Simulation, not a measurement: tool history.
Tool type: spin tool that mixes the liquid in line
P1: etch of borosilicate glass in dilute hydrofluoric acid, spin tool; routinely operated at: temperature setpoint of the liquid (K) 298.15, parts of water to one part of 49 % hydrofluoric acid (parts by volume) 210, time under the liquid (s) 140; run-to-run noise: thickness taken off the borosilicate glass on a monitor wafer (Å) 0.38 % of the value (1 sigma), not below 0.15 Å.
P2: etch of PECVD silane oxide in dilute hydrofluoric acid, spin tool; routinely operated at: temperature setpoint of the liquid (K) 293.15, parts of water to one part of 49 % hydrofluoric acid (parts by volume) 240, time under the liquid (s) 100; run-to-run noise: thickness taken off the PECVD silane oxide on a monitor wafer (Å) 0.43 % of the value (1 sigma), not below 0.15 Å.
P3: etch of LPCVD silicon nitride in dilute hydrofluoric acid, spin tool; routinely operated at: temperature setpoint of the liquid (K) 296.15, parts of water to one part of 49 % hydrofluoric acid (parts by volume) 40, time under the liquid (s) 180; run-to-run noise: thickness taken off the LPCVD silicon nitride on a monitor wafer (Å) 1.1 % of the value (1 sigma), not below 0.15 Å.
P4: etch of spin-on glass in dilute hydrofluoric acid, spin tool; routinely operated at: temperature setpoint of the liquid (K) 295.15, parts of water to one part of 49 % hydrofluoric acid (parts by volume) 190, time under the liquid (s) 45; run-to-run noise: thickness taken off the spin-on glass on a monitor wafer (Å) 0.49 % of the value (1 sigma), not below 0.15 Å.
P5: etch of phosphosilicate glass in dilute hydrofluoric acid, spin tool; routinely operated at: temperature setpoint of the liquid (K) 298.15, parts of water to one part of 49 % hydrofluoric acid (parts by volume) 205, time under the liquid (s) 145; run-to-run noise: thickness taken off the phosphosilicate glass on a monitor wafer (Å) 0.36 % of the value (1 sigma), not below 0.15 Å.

run	day	process that ran	temperature setpoint of the liquid (K)	parts of water to one part of 49 % hydrofluoric acid (parts by volume)	time under the liquid (s)	hours since the thermometer was replaced	hours since the hydrofluoric acid flow meter was replaced	thickness taken off the borosilicate glass on a monitor wafer (Å)	thickness taken off the LPCVD silicon nitride on a monitor wafer (Å)	thickness taken off the spin-on glass on a monitor wafer (Å)	thickness taken off the PECVD silane oxide on a monitor wafer (Å)	thickness taken off the phosphosilicate glass on a monitor wafer (Å)
1	0.225	P1	298.15	210	140	275.8	261.7	152.57				
2	0.517	P3	296.15	25	180	282.8	268.7		34.151			
3	0.804	P4	303.15	190	45	289.7	275.6			104.56		
4	1.071	P2	293.15	240	100	296.1	282				159.6	
5	1.312	P3	296.15	40	180	301.9	287.8		21.369			
6	1.533	P1	298.15	210	140	307.2	293.1	152.21				
7	1.838	P1	305.15	210	140	314.5	300.4	194.15				
8	2.012	P1	298.15	65	140	318.7	304.6	583.84				
9	2.175	P1	298.15	210	270	322.6	308.5	292.34				
10	2.396	P1	298.15	330	140	327.9	313.8	85.459				
11	2.633	P3	296.15	40	15	333.6	319.5		1.5006			
12	2.854	P1	298.15	210	140	338.9	324.8	151.63				
13	3.038	P5	298.15	205	205	343.3	329.2					555.2
14	3.171	P2	293.15	90	100	346.5	332.4				493.06	
15	3.371	P2	290.15	240	100	351.3	337.2				142.27	
16	3.612	P1	298.15	210	140	357.1	343	151.62				
17	3.912	P1	303.15	325	140	364.3	350.2	101.98				
18	4.058	P2	293.15	240	35	367.8	353.7				55.605	
19	4.221	P3	290.15	40	180	371.7	357.6		14.368			
20	4.362	P1	298.15	210	140	375.1	361	152.28				
21	4.554	P1	298.15	210	15	379.7	365.6	16.16				
22	4.712	P4	295.15	190	20	383.5	369.4			34.887		
23	4.925	P2	293.15	240	100	388.6	374.5				159.65	
24	5.188	P5	298.15	205	145	394.9	380.8					391.75
25	5.333	P5	290.15	205	145	398.4	384.3					289.94
26	5.633	P4	295.15	190	45	405.6	391.5			78.349		
27	5.871	P5	298.15	335	145	411.3	397.2					210.76
28	6.171	P4	295.15	50	45	418.5	404.4			346.34		
29	6.321	P1	293.65	210	140	422.1	408	128.78				
30	6.508	P1	298.15	210	140	426.6	412.5	151.71				
31	6.708	P1	298.15	210	140	431.4	417.3	156.54				
32	6.875	P1	298.15	210	140	435.4	421.3	159.12				
33	7.096	P1	298.15	210	140	440.7	426.6	159.95				
34	7.388	P1	298.15	210	140	447.7	433.6	161.37				
35	7.596	P1	298.15	210	140	452.7	438.6	161.42				
36	7.788	P1	298.15	210	140	457.3	443.2	163.27				
37	8.067	P1	298.15	210	140	464	449.9	162.24				
38	8.2	P1	298.15	210	140	467.2	453.1	163.58				

The log shows P1 creeping away from where it was. Any of the 2 causes listed here, at the size stated for it, fits the log just as well as the others:
A: hydrofluoric acid flow above the setpoint (%) = 5.9
B: liquid hotter than its thermometer reads (K) = 1.96
The process output started creeping at around day 6.508.

Which of the 4 check runs listed below, each an average over 2 wafers with its results shown as question marks, gives clearly different results under the different listed causes?
check 1	8.333	P3	296.15	40	180				?			
check 2	8.333	P4	295.15	190	45					?		
check 3	8.333	P2	293.15	240	100						?	
check 4	8.333	P5	298.15	205	145							?

Predicted outcomes, by check and by cause:
check	result	if A	if B
check 1	thickness taken off the LPCVD silicon nitride on a monitor wafer (Å)	22.798	24.625
check 2	thickness taken off the spin-on glass on a monitor wafer (Å)	83.246	83.689
check 3	thickness taken off the PECVD silane oxide on a monitor wafer (Å)	170.83	171.36
check 4	thickness taken off the phosphosilicate glass on a monitor wafer (Å)	422.44	422.75
Distance between the nearest two causes, measured in the result of the check that separates them most: check 1 7.71 %; check 2 0.53 %; check 3 0.31 %; check 4 0.07 %
Only check 1 tells the causes apart: in the others they would give nearly the same result.

Then check 1 was run and gave: thickness taken off the LPCVD silicon nitride on a monitor wafer (Å) 24.707. Which cause is it?

The correct cause is B, namely: liquid hotter than its thermometer reads (K).
